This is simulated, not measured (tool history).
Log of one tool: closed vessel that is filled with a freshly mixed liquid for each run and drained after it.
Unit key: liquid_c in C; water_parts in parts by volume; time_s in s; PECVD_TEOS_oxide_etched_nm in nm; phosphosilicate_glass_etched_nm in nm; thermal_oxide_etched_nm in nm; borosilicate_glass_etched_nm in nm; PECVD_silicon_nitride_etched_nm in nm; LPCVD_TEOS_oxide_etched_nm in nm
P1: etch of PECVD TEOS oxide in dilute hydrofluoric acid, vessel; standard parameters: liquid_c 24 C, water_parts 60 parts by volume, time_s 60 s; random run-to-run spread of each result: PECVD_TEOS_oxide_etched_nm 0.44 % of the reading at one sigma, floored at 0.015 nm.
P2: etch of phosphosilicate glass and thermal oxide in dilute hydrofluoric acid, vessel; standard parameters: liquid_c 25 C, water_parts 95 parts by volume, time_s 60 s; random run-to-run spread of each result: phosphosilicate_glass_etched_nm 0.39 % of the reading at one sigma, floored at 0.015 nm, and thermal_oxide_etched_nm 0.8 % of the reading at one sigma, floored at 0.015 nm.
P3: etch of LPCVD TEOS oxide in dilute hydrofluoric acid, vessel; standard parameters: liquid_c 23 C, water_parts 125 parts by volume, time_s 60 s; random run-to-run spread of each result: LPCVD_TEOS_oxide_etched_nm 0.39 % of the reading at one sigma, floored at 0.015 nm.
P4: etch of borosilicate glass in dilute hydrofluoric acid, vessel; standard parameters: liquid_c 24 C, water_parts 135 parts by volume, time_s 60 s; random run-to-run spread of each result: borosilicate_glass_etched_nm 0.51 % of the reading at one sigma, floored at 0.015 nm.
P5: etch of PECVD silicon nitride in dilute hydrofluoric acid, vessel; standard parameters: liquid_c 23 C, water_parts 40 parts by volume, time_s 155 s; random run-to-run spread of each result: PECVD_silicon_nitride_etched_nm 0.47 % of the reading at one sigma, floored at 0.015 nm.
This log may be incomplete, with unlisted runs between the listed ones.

run   hour  process  liquid_c  water_parts  time_s  hours since the thermometer was replaced  hours since the hydrofluoric acid flow meter was replaced  PECVD_TEOS_oxide_etched_nm  phosphosilicate_glass_etched_nm  thermal_oxide_etched_nm  borosilicate_glass_etched_nm  PECVD_silicon_nitride_etched_nm  LPCVD_TEOS_oxide_etched_nm
  1      9       P1        24           60      60                                       495                                                       1336                       9.105
  2   18.3       P2        25           95     105                                     504.3                                                     1345.3                                                       136.71                   5.3901
  3   32.5       P4        24          190      60                                     518.5                                                     1359.5                                                                                                              11.622
  4   46.4       P4        24          135      30                                     532.4                                                     1373.4                                                                                                               8.723
  5   59.1       P5        23           20     155                                     545.1                                                     1386.1                                                                                                                                               17.396
  6   72.8       P4        24          135      60                                     558.8                                                     1399.8                                                                                                              17.336
  7   85.5       P1        24           20      60                                     571.5                                                     1412.5                      28.607
  8   96.9       P2        25           95      60                                     582.9                                                     1423.9                                                       78.564                   3.0356
  9  108.7       P5        23           40     270                                     594.7                                                     1435.7                                                                                                                                               15.571
 10  120.9       P4        29          135      60                                     606.9                                                     1447.9                                                                                                              20.987
 11  127.4       P2      31.5           95      60                                     613.4                                                     1454.4                                                          100                   3.8619
 12  133.9       P1        24           60     120                                     619.9                                                     1460.9                       18.25
 13  148.6       P5      30.5           40     155                                     634.6                                                     1475.6                                                                                                                                               14.685
 14  157.3       P1      27.5           60      60                                     643.3                                                     1484.3                      10.544
 15  170.2       P1        24          100      60                                     656.2                                                     1497.2                      5.1501
 16  177.6       P3        23          125      60                                     663.6                                                     1504.6                                                                                                                                                                           18.215
     180.2  -- thermometer replaced
 17  186.8       P1        24           60      30                                       6.7                                                     1513.8                      4.5554
 18  199.1       P1      19.5           60      60                                        19                                                     1526.1                      7.6291
 19  205.5       P2        25           95      60                                      25.4                                                     1532.5                                                       78.548                   3.0524
 20  214.7       P1      19.5           90      60                                      34.6                                                     1541.7                      4.8785
 21  227.6       P1        24           60      60                                      47.5                                                     1554.6                      9.1276
 22  238.1       P3        23          125      30                                        58                                                     1565.1                                                                                                                                                                            9.128
 23  251.3       P1        24           60      60                                      71.2                                                     1578.3                      9.0768
 24  265.9       P1        24           60      60                                      85.8                                                     1592.9                      9.0426
 25  279.5       P3        23          190      60                                      99.4                                                     1606.5                                                                                                                                                                           11.159
 26  287.6       P1        17           85      60                                     107.5                                                     1614.6                      4.6688
 27  299.1       P3      18.5          125      60                                       119                                                     1626.1                                                                                                                                                                           15.246
 28    313       P3        23          125      60                                     132.9                                                       1640                                                                                                                                                                            18.15
 29  326.8       P5        23           40     155                                     146.7                                                     1653.8                                                                                                                                               9.0069
 30  335.5       P1        24           60      60                                     155.4                                                     1662.5                      9.0467
 31  343.8       P2        25          175      60                                     163.7                                                     1670.8                                                       38.651                    1.492
 32  355.6       P1        24           60      60                                     175.5                                                     1682.6                      9.0482
 33  370.2       P1        24           60      60                                     190.1                                                     1697.2                      9.1247
 34  378.3       P1        24           60      60                                     198.2                                                     1705.3                      8.8087
 35  389.5       P1        24           60      60                                     209.4                                                     1716.5                      8.6052
 36  396.5       P1        24           60      60                                     216.4                                                     1723.5                      8.6132
 37  407.5       P1        24           60      60                                     227.4                                                     1734.5                      8.4469
 38  421.1       P1        24           60      60                                       241                                                     1748.1                      8.4137
 39  434.9       P1        24           60      60                                     254.8                                                     1761.9                      8.4251
 40  443.7       P1        24           60      60                                     263.6                                                     1770.7                      8.3693

Something has made what P1 gives creep away from where it was; the 2 causes below, each at its own stated size, fit the log equally well:
A: liquid colder than its thermometer reads (K) = 2.03
B: hydrofluoric acid flow below the setpoint (%) = 7.4
The creep began at about hour 370.2.

The check runs listed below each take one wafer, and their results are still question marks. Under which run would the listed causes lead to clearly different results?
check 1  452.5       P3        23          125      60                                                                                                                                                                                                                                                                                     ?
check 2  452.5       P2        25           95      60                                                                                                                                                                 ?                        ?
check 3  452.5       P5        23           40     155                                                                                                                                                                                                                                                         ?
check 4  452.5       P4        24          135      60                                                                                                                                                                                                                        ?

Check results expected under each cause:
  check                           result    if A    if B
check 1       LPCVD_TEOS_oxide_etched_nm  16.766  16.635
check 2  phosphosilicate_glass_etched_nm  72.098  71.688
check 2          thermal_oxide_etched_nm  2.8343  2.8182
check 3  PECVD_silicon_nitride_etched_nm  7.7663  8.2852
check 4     borosilicate_glass_etched_nm  16.059  15.896
Distance between the nearest two causes, measured in the result of the check that separates them most: check 1 0.78 %; check 2 0.57 %; check 3 6.47 %; check 4 1.02 %
Check 3 is the one run that separates the causes; every other check would come out nearly the same whichever cause is at work.

With check 3 done, the readings were: PECVD_silicon_nitride_etched_nm 7.7832 nm. Identify which of the listed causes applies.

It was cause A: liquid colder than its thermometer reads (K).
